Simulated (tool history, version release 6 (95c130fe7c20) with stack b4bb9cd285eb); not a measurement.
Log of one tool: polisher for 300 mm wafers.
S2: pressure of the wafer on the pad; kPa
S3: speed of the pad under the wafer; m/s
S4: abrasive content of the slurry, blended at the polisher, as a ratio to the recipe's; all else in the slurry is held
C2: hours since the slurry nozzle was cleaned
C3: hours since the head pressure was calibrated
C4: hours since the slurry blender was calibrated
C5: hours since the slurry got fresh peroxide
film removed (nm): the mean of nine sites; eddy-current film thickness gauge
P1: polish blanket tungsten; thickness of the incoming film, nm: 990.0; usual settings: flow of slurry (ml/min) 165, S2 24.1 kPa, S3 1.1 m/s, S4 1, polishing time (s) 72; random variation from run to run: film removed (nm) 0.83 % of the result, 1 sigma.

{"run": 1, "day": 0.758, "flow of slurry (ml/min)": 165, "S2": 24.1, "S3": 1.1, "S4": 1, "polishing time (s)": 72, "wafers polished on this pad": 354, "C2": 171.3, "C3": 684, "C4": 112.7, "C5": 31.1, "film removed (nm)": 347.4}
{"run": 2, "day": 1.112, "flow of slurry (ml/min)": 105, "S2": 13.8, "S3": 1.1, "S4": 1, "polishing time (s)": 72, "wafers polished on this pad": 413, "C2": 179.8, "C3": 692.5, "C4": 121.2, "C5": 39.6, "film removed (nm)": 184.9}
{"run": 3, "day": 1.767, "flow of slurry (ml/min)": 165, "S2": 37.2, "S3": 1.1, "S4": 1, "polishing time (s)": 72, "wafers polished on this pad": 522, "C2": 195.5, "C3": 708.2, "C4": 136.9, "C5": 55.3, "film removed (nm)": 545.71}
{"run": 4, "day": 2.412, "flow of slurry (ml/min)": 165, "S2": 24.1, "S3": 0.5, "S4": 1, "polishing time (s)": 72, "wafers polished on this pad": 630, "C2": 211, "C3": 723.7, "C4": 152.4, "C5": 70.8, "film removed (nm)": 159.67}
{"run": 5, "day": 2.888, "flow of slurry (ml/min)": 165, "S2": 24.1, "S3": 1.1, "S4": 1, "polishing time (s)": 72, "wafers polished on this pad": 710, "C2": 222.4, "C3": 735.1, "C4": 163.8, "C5": 82.2, "film removed (nm)": 350.86}
{"run": 6, "day": 3.475, "flow of slurry (ml/min)": 165, "S2": 24.1, "S3": 1.1, "S4": 1, "polishing time (s)": 37, "wafers polished on this pad": 808, "C2": 236.5, "C3": 749.2, "C4": 177.9, "C5": 96.3, "film removed (nm)": 180.01}
{"run": 7, "day": 4.138, "flow of slurry (ml/min)": 165, "S2": 24.1, "S3": 1.1, "S4": 1, "polishing time (s)": 72, "wafers polished on this pad": 919, "C2": 252.4, "C3": 765.1, "C4": 193.8, "C5": 112.2, "film removed (nm)": 349.39}
{"day": 4.454, "done": "slurry tank refilled with fresh slurry and peroxide"}
{"run": 8, "day": 4.846, "flow of slurry (ml/min)": 165, "S2": 17.9, "S3": 1.1, "S4": 1, "polishing time (s)": 72, "wafers polished on this pad": 1037, "C2": 269.4, "C3": 782.1, "C4": 210.8, "C5": 9.5, "film removed (nm)": 259.75}
{"run": 9, "day": 5.592, "flow of slurry (ml/min)": 115, "S2": 24.1, "S3": 1.1, "S4": 1.4, "polishing time (s)": 72, "wafers polished on this pad": 1162, "C2": 287.3, "C3": 800, "C4": 228.7, "C5": 27.4, "film removed (nm)": 358.76}
{"run": 10, "day": 6.004, "flow of slurry (ml/min)": 165, "S2": 24.1, "S3": 1.1, "S4": 1, "polishing time (s)": 72, "wafers polished on this pad": 1231, "C2": 297.2, "C3": 809.9, "C4": 238.6, "C5": 37.3, "film removed (nm)": 347.37}
{"run": 11, "day": 6.742, "flow of slurry (ml/min)": 165, "S2": 24.1, "S3": 1.1, "S4": 1, "polishing time (s)": 111, "wafers polished on this pad": 1354, "C2": 314.9, "C3": 827.6, "C4": 256.3, "C5": 55, "film removed (nm)": 540.1}
{"run": 12, "day": 7.204, "flow of slurry (ml/min)": 165, "S2": 24.1, "S3": 1.56, "S4": 1, "polishing time (s)": 72, "wafers polished on this pad": 1432, "C2": 326, "C3": 838.7, "C4": 267.4, "C5": 66.1, "film removed (nm)": 498.47}
{"run": 13, "day": 7.833, "flow of slurry (ml/min)": 165, "S2": 24.1, "S3": 1.1, "S4": 1, "polishing time (s)": 72, "wafers polished on this pad": 1537, "C2": 341.1, "C3": 853.8, "C4": 282.5, "C5": 81.2, "film removed (nm)": 352.93}
{"run": 14, "day": 8.354, "flow of slurry (ml/min)": 220, "S2": 24.1, "S3": 1.1, "S4": 1, "polishing time (s)": 72, "wafers polished on this pad": 1624, "C2": 353.6, "C3": 866.3, "C4": 295, "C5": 93.7, "film removed (nm)": 364.72}
{"run": 15, "day": 8.729, "flow of slurry (ml/min)": 165, "S2": 24.1, "S3": 1.1, "S4": 1.4, "polishing time (s)": 72, "wafers polished on this pad": 1687, "C2": 362.6, "C3": 875.3, "C4": 304, "C5": 102.7, "film removed (nm)": 376.08}
{"day": 8.962, "done": "slurry blender recalibrated"}
{"run": 16, "day": 9.483, "flow of slurry (ml/min)": 165, "S2": 24.1, "S3": 1.1, "S4": 0.5, "polishing time (s)": 72, "wafers polished on this pad": 1813, "C2": 380.7, "C3": 893.4, "C4": 12.6, "C5": 120.8, "film removed (nm)": 298.61}
{"run": 17, "day": 10.046, "flow of slurry (ml/min)": 100, "S2": 24.1, "S3": 1.1, "S4": 1, "polishing time (s)": 72, "wafers polished on this pad": 1907, "C2": 394.2, "C3": 906.9, "C4": 26.1, "C5": 134.3, "film removed (nm)": 313.04}
{"run": 18, "day": 10.579, "flow of slurry (ml/min)": 165, "S2": 24.1, "S3": 1.1, "S4": 1, "polishing time (s)": 72, "wafers polished on this pad": 1996, "C2": 407, "C3": 919.7, "C4": 38.9, "C5": 147.1, "film removed (nm)": 351.76}
{"run": 19, "day": 11.233, "flow of slurry (ml/min)": 165, "S2": 24.1, "S3": 1.1, "S4": 1, "polishing time (s)": 72, "wafers polished on this pad": 2106, "C2": 422.7, "C3": 935.4, "C4": 54.6, "C5": 162.8, "film removed (nm)": 335.86}
{"run": 20, "day": 11.717, "flow of slurry (ml/min)": 165, "S2": 24.1, "S3": 1.1, "S4": 1, "polishing time (s)": 72, "wafers polished on this pad": 2186, "C2": 434.3, "C3": 947, "C4": 66.2, "C5": 174.4, "film removed (nm)": 332.07}
{"run": 21, "day": 12.05, "flow of slurry (ml/min)": 165, "S2": 24.1, "S3": 1.1, "S4": 1, "polishing time (s)": 72, "wafers polished on this pad": 2242, "C2": 442.3, "C3": 955, "C4": 74.2, "C5": 182.4, "film removed (nm)": 330.33}
{"day": 12.079, "done": "slurry blender recalibrated"}
{"day": 12.312, "done": "worn pad replaced by a new one"}
{"run": 22, "day": 12.446, "flow of slurry (ml/min)": 165, "S2": 24.1, "S3": 1.1, "S4": 1, "polishing time (s)": 72, "wafers polished on this pad": 22, "C2": 451.8, "C3": 964.5, "C4": 8.8, "C5": 191.9, "film removed (nm)": 325.04}
{"day": 12.658, "done": "head pressure recalibrated"}
{"run": 23, "day": 12.842, "flow of slurry (ml/min)": 165, "S2": 24.1, "S3": 1.1, "S4": 1, "polishing time (s)": 72, "wafers polished on this pad": 89, "C2": 461.3, "C3": 4.4, "C4": 18.3, "C5": 201.4, "film removed (nm)": 326.34}
{"run": 24, "day": 13.321, "flow of slurry (ml/min)": 165, "S2": 24.1, "S3": 1.1, "S4": 1, "polishing time (s)": 72, "wafers polished on this pad": 169, "C2": 472.8, "C3": 15.9, "C4": 29.8, "C5": 212.9, "film removed (nm)": 321.97}
{"run": 25, "day": 13.942, "flow of slurry (ml/min)": 165, "S2": 24.1, "S3": 1.1, "S4": 1, "polishing time (s)": 72, "wafers polished on this pad": 272, "C2": 487.7, "C3": 30.8, "C4": 44.7, "C5": 227.8, "film removed (nm)": 324.25}
{"run": 26, "day": 14.358, "flow of slurry (ml/min)": 165, "S2": 24.1, "S3": 1.1, "S4": 1, "polishing time (s)": 72, "wafers polished on this pad": 342, "C2": 497.7, "C3": 40.8, "C4": 54.7, "C5": 237.8, "film removed (nm)": 319.99}
{"run": 27, "day": 14.854, "flow of slurry (ml/min)": 165, "S2": 24.1, "S3": 1.1, "S4": 1, "polishing time (s)": 72, "wafers polished on this pad": 425, "C2": 509.6, "C3": 52.7, "C4": 66.6, "C5": 249.7, "film removed (nm)": 319.12}

What P1 gives has crept away from where it was. These 2 causes fit the log equally well, each at the size given:
A: peroxide lost from the slurry, % = 20.2
B: slurry flow missing at the pad, % = 36.3
The creep began at about day 10.579.
Why every other cause is out:
removal rate lost through wear of the pad, %: serviced at day 12.312, which brought nothing back
head's pressure below its setpoint, %: serviced at day 12.658, which brought nothing back
abrasive missing from the slurry, %: serviced at day 12.079, which brought nothing back

4 check runs are offered, each on 5 wafers whose results are averaged, their results left as question marks. Which one tells the causes apart?
{"run": "check 1", "day": 15.35, "flow of slurry (ml/min)": 165, "S2": 36.5, "S3": 1.1, "S4": 1, "polishing time (s)": 72, "film removed (nm)": "?"}
{"run": "check 2", "day": 15.35, "flow of slurry (ml/min)": 120, "S2": 24.1, "S3": 1.1, "S4": 1, "polishing time (s)": 88, "film removed (nm)": "?"}
{"run": "check 3", "day": 15.35, "flow of slurry (ml/min)": 165, "S2": 31, "S3": 0.62, "S4": 1, "polishing time (s)": 72, "film removed (nm)": "?"}
{"run": "check 4", "day": 15.35, "flow of slurry (ml/min)": 165, "S2": 24.1, "S3": 1.1, "S4": 1, "polishing time (s)": 109, "film removed (nm)": "?"}

What each check would give under each cause:
check=check_1 result=film_removed_(nm) if_A=483.94 if_B=483.8
check=check_2 result=film_removed_(nm) if_A=368.43 if_B=357.79
check=check_3 result=film_removed_(nm) if_A=231.59 if_B=231.53
check=check_4 result=film_removed_(nm) if_A=483.81 if_B=483.68
How far apart the two closest causes lie, in the result that separates them most: check 1 0.03 %; check 2 2.93 %; check 3 0.03 %; check 4 0.03 %
Only check 2 tells the causes apart: in the others they would give nearly the same result.

Then check 2 was run and gave: film removed (nm) 367.28. Which cause is it?

It is A: peroxide lost from the slurry, %.

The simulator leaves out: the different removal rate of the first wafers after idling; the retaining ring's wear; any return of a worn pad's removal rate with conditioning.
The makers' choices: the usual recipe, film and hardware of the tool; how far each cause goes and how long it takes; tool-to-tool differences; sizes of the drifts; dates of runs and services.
